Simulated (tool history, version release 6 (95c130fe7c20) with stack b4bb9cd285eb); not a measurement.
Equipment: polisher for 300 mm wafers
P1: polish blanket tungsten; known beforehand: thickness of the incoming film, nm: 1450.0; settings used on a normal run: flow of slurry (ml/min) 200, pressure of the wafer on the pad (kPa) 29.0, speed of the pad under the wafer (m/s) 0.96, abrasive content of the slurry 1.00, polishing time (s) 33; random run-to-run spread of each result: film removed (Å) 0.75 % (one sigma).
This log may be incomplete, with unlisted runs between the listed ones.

run   hour  flow of slurry (ml/min)  pressure of the wafer on the pad (kPa)  speed of the pad under the wafer (m/s)  abrasive content of the slurry  polishing time (s)  film removed (Å)
  1    5.0                      200                                    29.0                                    0.96                            1.00                  33           1382.90
  2   11.4                      200                                    29.0                                    0.96                            1.00                  17            714.63
  3   15.6                      200                                    29.0                                    0.96                            1.00                  47           1994.40
  4   20.3                      200                                    29.0                                    1.40                            1.00                  33           2006.90
  5   25.4                      200                                    43.4                                    0.96                            1.00                  33           2095.10
  6   32.9                      200                                    29.0                                    0.96                            1.00                  33           1376.40
  7   39.3                      200                                    29.0                                    0.96                            1.00                  33           1368.70
  8   44.3                      200                                    29.0                                    0.96                            0.75                  33           1292.30
  9   50.9                      120                                    29.0                                    0.96                            1.00                  33           1265.60
 10   59.4                      200                                    29.0                                    0.96                            1.20                  33           1431.90
 11   66.9                      200                                    29.0                                    0.96                            1.00                  33           1378.60
      68.0  -- head pressure recalibrated
 12   74.3                      310                                    29.0                                    0.96                            1.00                  33           1442.50
 13   80.8                      200                                    29.0                                    0.58                            1.00                  33            840.59
 14   90.1                      305                                    41.4                                    0.96                            1.00                  33           2056.40
 15   98.5                      200                                    29.0                                    0.96                            1.00                  33           1384.20
 16  103.1                      200                                    14.5                                    0.96                            1.00                  33            697.72
 17  111.0                      200                                    29.0                                    0.96                            1.00                  33           1365.00
 18  116.4                      120                                    29.0                                    0.96                            0.75                  33           1186.40
 19  121.9                      260                                    29.0                                    0.44                            1.00                  33            654.08
 20  126.9                      200                                    29.0                                    0.96                            1.00                  33           1390.80
 21  136.4                      200                                    29.0                                    0.96                            1.00                  33           1347.40
 22  145.0                      200                                    29.0                                    0.96                            1.00                  33           1308.50
 23  149.1                      200                                    29.0                                    0.96                            1.00                  33           1300.40
 24  155.2                      200                                    29.0                                    0.96                            1.00                  33           1292.80
     156.0  -- slurry blender recalibrated
 25  160.4                      200                                    29.0                                    0.96                            1.00                  33           1293.00
     164.8  -- slurry tank refilled with fresh slurry and peroxide
 26  166.5                      200                                    29.0                                    0.96                            1.00                  33           1283.90
 27  173.7                      200                                    29.0                                    0.96                            1.00                  33           1268.10
     175.1  -- head pressure recalibrated
 28  178.2                      200                                    29.0                                    0.96                            1.00                  33           1278.70
 29  182.5                      200                                    29.0                                    0.96                            1.00                  33           1278.80
 30  189.9                      200                                    29.0                                    0.96                            1.00                  33           1274.60
 31  196.3                      200                                    29.0                                    0.96                            1.00                  33           1292.00

Something has made what P1 gives creep away from where it was; the 2 causes below, each at its own stated size, fit the log equally well:
A: slurry flow missing at the pad, % = 37.8
B: removal rate lost through wear of the pad, % = 7.53
Creep in the process output first set in at about hour 126.9.
Each remaining cause and why it is not a fit:
head's pressure below its setpoint, %: serviced at hour 175.1, after the drift had started, without restoring the earlier output
abrasive missing from the slurry, %: serviced at hour 156.0, after the drift had started, without restoring the earlier output
peroxide lost from the slurry, %: serviced at hour 164.8, after the drift had started, without restoring the earlier output

Which of the check runs below tells the causes apart, meaning the causes would give it clearly different results? Each run uses 2 wafers whose results are averaged, and each result is shown as a question mark.
check 1  202.7                      200                                    29.0                                    1.18                            1.00                  33                 ?
check 2  202.7                      200                                    40.0                                    1.22                            1.00                  33                 ?
check 3  202.7                      200                                    43.4                                    0.62                            1.00                  33                 ?
check 4  202.7                      120                                    29.0                                    0.96                            1.00                  46                 ?

How each check would come out, cause by cause:
  check            result     if A     if B
check 1  film removed (Å)  1569.30  1569.30
check 2  film removed (Å)  2240.60  2240.60
check 3  film removed (Å)  1236.80  1236.80
check 4  film removed (Å)  1560.50  1633.50
How far apart the two closest causes lie, in the result that separates them most: check 1 0 %; check 2 0 %; check 3 0 %; check 4 4.57 %
Check 4 distinguishes between the causes, while the remaining checks would return nearly the same result for all of them.

After running check 4, the following was obtained: film removed (Å) 1641.70. Which cause does this point to?

Of the candidate causes, it is B: removal rate lost through wear of the pad, %.
